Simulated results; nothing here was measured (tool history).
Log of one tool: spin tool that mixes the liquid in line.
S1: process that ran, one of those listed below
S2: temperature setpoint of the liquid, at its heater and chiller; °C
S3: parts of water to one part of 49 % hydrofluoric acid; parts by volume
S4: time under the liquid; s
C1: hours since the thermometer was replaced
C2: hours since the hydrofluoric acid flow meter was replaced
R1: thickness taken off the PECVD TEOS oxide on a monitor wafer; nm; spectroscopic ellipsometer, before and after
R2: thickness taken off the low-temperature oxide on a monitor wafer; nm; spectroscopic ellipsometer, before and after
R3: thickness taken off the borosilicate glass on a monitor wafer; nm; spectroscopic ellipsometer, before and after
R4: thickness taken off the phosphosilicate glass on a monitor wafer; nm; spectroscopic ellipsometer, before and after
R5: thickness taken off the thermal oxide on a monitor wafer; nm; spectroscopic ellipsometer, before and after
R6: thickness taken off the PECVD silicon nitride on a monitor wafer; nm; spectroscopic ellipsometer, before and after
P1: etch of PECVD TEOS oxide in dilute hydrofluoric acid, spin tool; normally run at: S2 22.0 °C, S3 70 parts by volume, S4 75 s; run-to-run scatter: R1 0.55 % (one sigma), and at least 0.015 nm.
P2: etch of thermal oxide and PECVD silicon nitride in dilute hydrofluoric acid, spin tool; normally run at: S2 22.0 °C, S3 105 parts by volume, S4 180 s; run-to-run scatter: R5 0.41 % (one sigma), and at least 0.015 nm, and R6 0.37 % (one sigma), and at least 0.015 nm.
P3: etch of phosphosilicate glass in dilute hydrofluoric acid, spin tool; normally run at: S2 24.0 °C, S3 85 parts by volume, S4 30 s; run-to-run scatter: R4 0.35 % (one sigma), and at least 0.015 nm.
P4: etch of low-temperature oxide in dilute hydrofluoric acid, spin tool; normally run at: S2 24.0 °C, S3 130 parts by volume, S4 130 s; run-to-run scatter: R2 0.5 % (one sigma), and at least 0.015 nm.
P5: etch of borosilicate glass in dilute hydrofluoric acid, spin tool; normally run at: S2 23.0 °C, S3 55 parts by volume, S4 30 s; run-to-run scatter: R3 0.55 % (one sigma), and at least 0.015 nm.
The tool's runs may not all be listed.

run     day  S1    S2   S3   S4     C1      C2       R1       R2      R3      R4      R5      R6
  1   0.446  P1  22.0   70   75  497.6   809.1  13.0130
  2   0.938  P1  28.0   70   75  509.4   820.9  16.3490
  3   1.625  P4  24.0  130   25  525.9   837.4            2.9755
  4   2.121  P5  17.0   55   30  537.8   849.3                    19.147
  5   2.638  P3  24.0   85   30  550.2   861.7                            39.031
  6   3.308  P1  22.0   70  110  566.3   877.8  18.8950
  7   3.683  P1  22.0  105   75  575.3   886.8   8.3279
  8   4.175  P1  22.0   70   75  587.1   898.6  12.8670
  9   4.646  P4  24.0  130  130  598.4   909.9           15.5470
 10   5.067  P3  24.0   85   55  608.5   920.0                            71.812
 11   5.746  P2  22.0  105  180  624.8   936.3                                    7.9251  8.4184
 12   6.479  P1  17.0   70   75  642.4   953.9  10.4220
 13   6.888  P1  22.0   70   15  652.2   963.7   2.5862
 14   7.567  P2  17.0  105  180  668.5   980.0                                    6.5219  5.9757
 15   8.250  P3  24.0   45   30  684.9   996.4                            77.593
 16   8.650  P2  22.0  165  180  694.5  1006.0                                    4.7367  5.4471
 17   9.092  P1  18.5   45   75  705.1  1016.6  17.8770
 18   9.721  P4  24.0   45  130  720.2  1031.7           49.7480
 19  10.083  P5  23.0   95   30  728.9  1040.4                    13.495
 20  10.654  P5  23.0   55   15  742.6  1054.1                    12.261
 21  11.354  P3  24.0   85   30  759.4  1070.9                            39.004
 22  11.892  P1  22.0   70   75  772.3  1083.8  12.9800
 23  12.438  P1  22.0   70   75  785.4  1096.9  12.9810
 24  13.154  P1  22.0   20   75  802.6  1114.1  48.2280
 25  13.808  P1  22.0   70   75  818.3  1129.8  12.8970
 26  14.246  P3  17.0   85   30  828.8  1140.3                            29.212
 27  14.654  P1  18.5   70   25  838.6  1150.1   3.7543
 28  15.054  P2  22.0  105  180  848.2  1159.7                                    7.9528  8.4362
 29  15.400  P2  22.0  105   85  856.5  1168.0                                    3.7689  3.9790
 30  16.171  P4  18.5  130  130  875.0  1186.5           12.5110
 31  16.892  P5  23.0   55   30  892.3  1203.8                    24.346
 32  17.392  P1  22.0   70   75  904.3  1215.8  12.9210
 33  17.754  P1  22.0   70   75  913.0  1224.5  12.5960

Run 34 comes next. What will it give?
 34  18.525  P1  22.0  70  75  931.5  1243.0   ?

{"run 34": {"R1": 12.251}}
